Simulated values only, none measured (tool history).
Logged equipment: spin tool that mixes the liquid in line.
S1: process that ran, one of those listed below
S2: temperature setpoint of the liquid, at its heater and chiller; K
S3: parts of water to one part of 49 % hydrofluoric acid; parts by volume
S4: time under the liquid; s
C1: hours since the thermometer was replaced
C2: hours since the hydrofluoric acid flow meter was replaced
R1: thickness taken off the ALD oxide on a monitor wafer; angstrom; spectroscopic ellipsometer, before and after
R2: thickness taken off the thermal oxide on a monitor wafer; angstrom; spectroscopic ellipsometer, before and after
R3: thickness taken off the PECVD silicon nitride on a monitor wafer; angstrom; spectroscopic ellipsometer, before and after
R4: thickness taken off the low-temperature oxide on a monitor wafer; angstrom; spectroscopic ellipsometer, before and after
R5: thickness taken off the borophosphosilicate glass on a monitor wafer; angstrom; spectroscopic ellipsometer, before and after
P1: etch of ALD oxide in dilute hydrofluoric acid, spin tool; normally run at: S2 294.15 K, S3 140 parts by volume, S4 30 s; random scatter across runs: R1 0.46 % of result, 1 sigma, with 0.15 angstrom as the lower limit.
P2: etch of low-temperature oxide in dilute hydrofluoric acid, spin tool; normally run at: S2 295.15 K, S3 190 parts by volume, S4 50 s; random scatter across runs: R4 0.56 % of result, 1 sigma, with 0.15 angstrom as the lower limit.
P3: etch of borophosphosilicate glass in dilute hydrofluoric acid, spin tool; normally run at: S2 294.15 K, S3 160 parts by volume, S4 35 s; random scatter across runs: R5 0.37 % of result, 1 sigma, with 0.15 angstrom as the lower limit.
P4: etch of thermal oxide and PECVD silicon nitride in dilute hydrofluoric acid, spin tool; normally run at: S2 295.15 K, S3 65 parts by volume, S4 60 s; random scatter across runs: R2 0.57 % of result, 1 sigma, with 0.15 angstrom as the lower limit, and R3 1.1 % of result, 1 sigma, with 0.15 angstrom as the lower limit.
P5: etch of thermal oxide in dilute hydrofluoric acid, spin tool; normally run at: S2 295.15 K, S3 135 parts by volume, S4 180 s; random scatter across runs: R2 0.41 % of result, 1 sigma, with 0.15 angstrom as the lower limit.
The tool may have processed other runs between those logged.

Run 1, hour 11.7: S1 P1, S2 294.15 K, S3 140 parts by volume, S4 30 s; C1 386.9; C2 753.4. Result: R1 59.911 angstrom.
Run 2, hour 19.8: S1 P4, S2 295.15 K, S3 65 parts by volume, S4 15 s; C1 395.0; C2 761.5. Result: R2 10.295 angstrom, R3 5.9107 angstrom.
Run 3, hour 27.1: S1 P2, S2 301.15 K, S3 190 parts by volume, S4 50 s; C1 402.3; C2 768.8. Result: R4 95.607 angstrom.
Run 4, hour 41.4: S1 P2, S2 295.15 K, S3 190 parts by volume, S4 15 s; C1 416.6; C2 783.1. Result: R4 23.480 angstrom.
Run 5, hour 55.3: S1 P2, S2 295.15 K, S3 335 parts by volume, S4 50 s; C1 430.5; C2 797.0. Result: R4 37.780 angstrom.
Run 6, hour 68.5: S1 P4, S2 295.15 K, S3 65 parts by volume, S4 60 s; C1 443.7; C2 810.2. Result: R2 40.965 angstrom, R3 23.8000 angstrom.
Run 7, hour 78.3: S1 P5, S2 295.15 K, S3 135 parts by volume, S4 40 s; C1 453.5; C2 820.0. Result: R2 12.884 angstrom.
Run 8, hour 92.5: S1 P2, S2 295.15 K, S3 190 parts by volume, S4 50 s; C1 467.7; C2 834.2. Result: R4 76.366 angstrom.
Run 9, hour 106.7: S1 P3, S2 294.15 K, S3 160 parts by volume, S4 15 s; C1 481.9; C2 848.4. Result: R5 42.091 angstrom.
Run 10, hour 119.4: S1 P1, S2 294.15 K, S3 140 parts by volume, S4 30 s; C1 494.6; C2 861.1. Result: R1 60.036 angstrom.
Run 11, hour 133.3: S1 P1, S2 294.15 K, S3 45 parts by volume, S4 30 s; C1 508.5; C2 875.0. Result: R1 209.410 angstrom.
Run 12, hour 145.0: S1 P1, S2 294.15 K, S3 140 parts by volume, S4 45 s; C1 520.2; C2 886.7. Result: R1 89.858 angstrom.
Run 13, hour 158.6: S1 P5, S2 303.65 K, S3 135 parts by volume, S4 180 s; C1 533.8; C2 900.3. Result: R2 79.666 angstrom.
Run 14, hour 168.3: S1 P1, S2 290.15 K, S3 140 parts by volume, S4 30 s; C1 543.5; C2 910.0. Result: R1 51.182 angstrom.
Run 15, hour 183.6: S1 P5, S2 295.15 K, S3 220 parts by volume, S4 180 s; C1 558.8; C2 925.3. Result: R2 32.332 angstrom.
Run 16, hour 193.5: S1 P1, S2 294.15 K, S3 140 parts by volume, S4 30 s; C1 568.7; C2 935.2. Result: R1 59.728 angstrom.
Run 17, hour 200.9: S1 P1, S2 294.15 K, S3 140 parts by volume, S4 15 s; C1 576.1; C2 942.6. Result: R1 30.018 angstrom.
Run 18, hour 207.8: S1 P3, S2 300.15 K, S3 160 parts by volume, S4 35 s; C1 583.0; C2 949.5. Result: R5 122.140 angstrom.
Run 19, hour 221.6: S1 P1, S2 294.15 K, S3 140 parts by volume, S4 30 s; C1 596.8; C2 963.3. Result: R1 59.944 angstrom.
Run 20, hour 231.5: S1 P3, S2 294.15 K, S3 160 parts by volume, S4 35 s; C1 606.7; C2 973.2. Result: R5 97.769 angstrom.
Run 21, hour 243.3: S1 P3, S2 294.15 K, S3 225 parts by volume, S4 35 s; C1 618.5; C2 985.0. Result: R5 65.313 angstrom.
Run 22, hour 253.5: S1 P4, S2 290.15 K, S3 65 parts by volume, S4 60 s; C1 628.7; C2 995.2. Result: R2 32.908 angstrom, R3 17.0780 angstrom.
Run 23, hour 263.9: S1 P1, S2 294.15 K, S3 140 parts by volume, S4 30 s; C1 639.1; C2 1005.6. Result: R1 60.436 angstrom.
Run 24, hour 271.9: S1 P1, S2 300.15 K, S3 140 parts by volume, S4 30 s; C1 647.1; C2 1013.6. Result: R1 75.260 angstrom.
Run 25, hour 279.6: S1 P4, S2 295.15 K, S3 65 parts by volume, S4 60 s; C1 654.8; C2 1021.3. Result: R2 40.545 angstrom, R3 24.1390 angstrom.
Run 26, hour 287.5: S1 P5, S2 295.15 K, S3 135 parts by volume, S4 180 s; C1 662.7; C2 1029.2. Result: R2 57.209 angstrom.
Run 27, hour 302.4: S1 P1, S2 294.15 K, S3 140 parts by volume, S4 30 s; C1 677.6; C2 1044.1. Result: R1 59.304 angstrom.
At hour 306.8: hydrofluoric acid flow meter replaced.
Run 28, hour 314.8: S1 P2, S2 295.15 K, S3 190 parts by volume, S4 50 s; C1 690.0; C2 8.0. Result: R4 77.401 angstrom.
Run 29, hour 322.3: S1 P1, S2 290.15 K, S3 140 parts by volume, S4 55 s; C1 697.5; C2 15.5. Result: R1 93.393 angstrom.
Run 30, hour 332.3: S1 P4, S2 295.15 K, S3 20 parts by volume, S4 60 s; C1 707.5; C2 25.5. Result: R2 139.150 angstrom, R3 75.2320 angstrom.
Run 31, hour 341.7: S1 P1, S2 294.15 K, S3 140 parts by volume, S4 30 s; C1 716.9; C2 34.9. Result: R1 59.522 angstrom.
Run 32, hour 348.6: S1 P1, S2 294.15 K, S3 205 parts by volume, S4 30 s; C1 723.8; C2 41.8. Result: R1 38.038 angstrom.
Run 33, hour 358.4: S1 P1, S2 294.15 K, S3 70 parts by volume, S4 55 s; C1 733.6; C2 51.6. Result: R1 238.550 angstrom.
Run 34, hour 366.8: S1 P1, S2 294.15 K, S3 140 parts by volume, S4 30 s; C1 742.0; C2 60.0. Result: R1 60.718 angstrom.
Run 35, hour 375.5: S1 P1, S2 294.15 K, S3 140 parts by volume, S4 30 s; C1 750.7; C2 68.7. Result: R1 58.442 angstrom.
Run 36, hour 388.9: S1 P1, S2 294.15 K, S3 140 parts by volume, S4 30 s; C1 764.1; C2 82.1. Result: R1 57.020 angstrom.
Run 37, hour 397.9: S1 P1, S2 294.15 K, S3 140 parts by volume, S4 30 s; C1 773.1; C2 91.1. Result: R1 55.825 angstrom.
Run 38, hour 412.2: S1 P1, S2 294.15 K, S3 140 parts by volume, S4 30 s; C1 787.4; C2 105.4. Result: R1 55.141 angstrom.
Run 39, hour 420.8: S1 P1, S2 294.15 K, S3 140 parts by volume, S4 30 s; C1 796.0; C2 114.0. Result: R1 55.478 angstrom.
Run 40, hour 428.6: S1 P1, S2 294.15 K, S3 140 parts by volume, S4 30 s; C1 803.8; C2 121.8. Result: R1 54.893 angstrom.
Run 41, hour 436.3: S1 P1, S2 294.15 K, S3 140 parts by volume, S4 30 s; C1 811.5; C2 129.5. Result: R1 54.761 angstrom.
Run 42, hour 449.6: S1 P1, S2 294.15 K, S3 140 parts by volume, S4 30 s; C1 824.8; C2 142.8. Result: R1 54.486 angstrom.

The log shows P1 creeping away from where it was. Any of the 2 causes listed here, at the size stated for it, fits the log just as well as the others:
A: hydrofluoric acid flow below the setpoint (%) = 7.34
B: liquid colder than its thermometer reads (K) = 2.2
Creep in the process output first set in at about hour 366.8.

Consider the 4 check runs below, whose results appear as question marks and each of which averages 2 wafers. Which one distinguishes the causes, in that each cause would give it a clearly different result?
Run check 1, hour 462.9: S1 P3, S2 294.15 K, S3 160 parts by volume, S4 35 s. Result: R5 ?.
Run check 2, hour 462.9: S1 P2, S2 295.15 K, S3 190 parts by volume, S4 50 s. Result: R4 ?.
Run check 3, hour 462.9: S1 P5, S2 295.15 K, S3 135 parts by volume, S4 180 s. Result: R2 ?.
Run check 4, hour 462.9: S1 P4, S2 295.15 K, S3 65 parts by volume, S4 60 s. Result: R2 ?, R3 ?.

If the cause were each of the candidates in turn, the checks would give the following:
  check  result     if A     if B
check 1      R5   89.569   89.778
check 2      R4   70.426   70.928
check 3      R2   52.762   52.784
check 4      R2   37.541   37.197
check 4      R3  22.2650  20.6320
Gap, in per cent, between the two causes that each check separates least, read from the result that separates them most: check 1 0.23 %; check 2 0.71 %; check 3 0.04 %; check 4 7.62 %
Check 4 distinguishes between the causes, while the remaining checks would return nearly the same result for all of them.

Check 4 has now been run. It gave: R2 37.187 angstrom; R3 20.4540 angstrom. Which of the candidate causes is it?

It is B: liquid colder than its thermometer reads (K).

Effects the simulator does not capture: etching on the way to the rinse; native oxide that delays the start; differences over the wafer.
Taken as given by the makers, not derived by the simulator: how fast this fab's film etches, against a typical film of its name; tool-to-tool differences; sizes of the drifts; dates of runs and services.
